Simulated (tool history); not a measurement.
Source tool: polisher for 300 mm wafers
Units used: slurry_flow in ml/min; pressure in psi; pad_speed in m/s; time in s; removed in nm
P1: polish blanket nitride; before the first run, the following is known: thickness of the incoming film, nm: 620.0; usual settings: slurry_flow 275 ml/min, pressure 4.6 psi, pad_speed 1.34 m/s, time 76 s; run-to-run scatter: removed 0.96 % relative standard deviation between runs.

| run | hour | slurry_flow | pressure | pad_speed | time | wafers polished on this pad | hours since the slurry nozzle was cleaned | hours since the head pressure was calibrated | removed |
|---|---|---|---|---|---|---|---|---|---|
| 1 | 4.4 | 275 | 4.6 | 1.34 | 76 | 630 | 438.9 | 140 | 221.79 |
| 2 | 6.6 | 275 | 4.6 | 1.34 | 76 | 655 | 441.1 | 142.2 | 224.66 |
| 3 | 9.1 | 165 | 4.6 | 1.34 | 76 | 683 | 443.6 | 144.7 | 212.82 |
| 4 | 13.2 | 275 | 6.7 | 1.34 | 105 | 730 | 447.7 | 148.8 | 456.65 |
| 5 | 16.8 | 275 | 7.1 | 1.34 | 76 | 771 | 451.3 | 152.4 | 346.11 |
| 6 | 20.9 | 275 | 4.6 | 1.34 | 76 | 817 | 455.4 | 156.5 | 225.34 |
| 7 | 23.2 | 275 | 4.6 | 1.34 | 76 | 843 | 457.7 | 158.8 | 223.37 |
| 8 | 25.7 | 275 | 2.1 | 1.34 | 76 | 872 | 460.2 | 161.3 | 102.94 |
| 9 | 27.8 | 275 | 4.6 | 1.34 | 34 | 895 | 462.3 | 163.4 | 101.69 |
| 10 | 30.8 | 275 | 4.6 | 1.34 | 76 | 929 | 465.3 | 166.4 | 222.76 |
| 11 | 35.1 | 275 | 4.6 | 1.34 | 76 | 978 | 469.6 | 170.7 | 228.9 |
| 12 | 38 | 275 | 4.6 | 0.68 | 76 | 1011 | 472.5 | 173.6 | 131.98 |
| 13 | 40.1 | 275 | 4.6 | 1.34 | 76 | 1035 | 474.6 | 175.7 | 226.05 |
| 14 | 44.5 | 365 | 4.6 | 1.34 | 76 | 1085 | 479 | 180.1 | 229.05 |
| 15 | 46.8 | 275 | 4.6 | 1.74 | 76 | 1111 | 481.3 | 182.4 | 281.05 |
| 16 | 51.2 | 275 | 4.6 | 1.34 | 115 | 1160 | 485.7 | 186.8 | 341.31 |
| 17 | 54.9 | 275 | 4.6 | 1.34 | 76 | 1202 | 489.4 | 190.5 | 227.72 |
| 18 | 57.1 | 275 | 4.6 | 1.34 | 76 | 1227 | 491.6 | 192.7 | 218.66 |
| 19 | 60.4 | 275 | 4.6 | 1.34 | 76 | 1265 | 494.9 | 196 | 216.92 |
| 20 | 63.3 | 275 | 4.6 | 1.34 | 76 | 1298 | 497.8 | 198.9 | 217.92 |
|  | 66.4 | head pressure recalibrated |
| 21 | 67.4 | 275 | 4.6 | 1.34 | 76 | 1344 | 501.9 | 1.1 | 215.21 |
| 22 | 70.5 | 275 | 4.6 | 1.34 | 76 | 1379 | 505 | 4.2 | 214.4 |
| 23 | 74.7 | 275 | 4.6 | 1.34 | 76 | 1427 | 509.2 | 8.4 | 216.95 |

What P1 gives has crept off from where it sat before. The 2 causes that follow fit the log equally well, each at the size noted:
A: removal rate lost through wear of the pad, % = 5.83
B: slurry flow missing at the pad, % = 38.6
The drift started at roughly hour 54.9.
Every other cause this tool's parts could produce, and why it does not fit the log:
head's pressure below its setpoint, %: serviced at hour 66.4, after the drift had started, without restoring the earlier output

You are offered 4 check runs, listed below with question marks in place of their results; each one averages 5 wafers. Which run separates the listed causes by giving clearly different results for each?
| check 1 | 78.9 | 275 | 2.1 | 1.34 | 41 |  |  |  | ? |
| check 2 | 78.9 | 335 | 4.6 | 1.34 | 115 |  |  |  | ? |
| check 3 | 78.9 | 165 | 4.6 | 1.34 | 51 |  |  |  | ? |
| check 4 | 78.9 | 275 | 7 | 1.34 | 76 |  |  |  | ? |

What each check would give under each cause:
| check | result | if A | if B |
|---|---|---|---|
| check 1 | removed | 52.449 | 52.441 |
| check 2 | removed | 327.92 | 331.26 |
| check 3 | removed | 134.07 | 129.25 |
| check 4 | removed | 324.08 | 324.02 |
How far apart the two closest causes lie, in the result that separates them most: check 1 0.02 %; check 2 1.01 %; check 3 3.66 %; check 4 0.02 %
Of the check runs offered, only check 3 discriminates between the causes; the rest would read about the same regardless of which cause applies.

Running check 3 produced the following: removed 129.32 nm. Which one of the listed causes fits?

The cause is B: slurry flow missing at the pad, %.
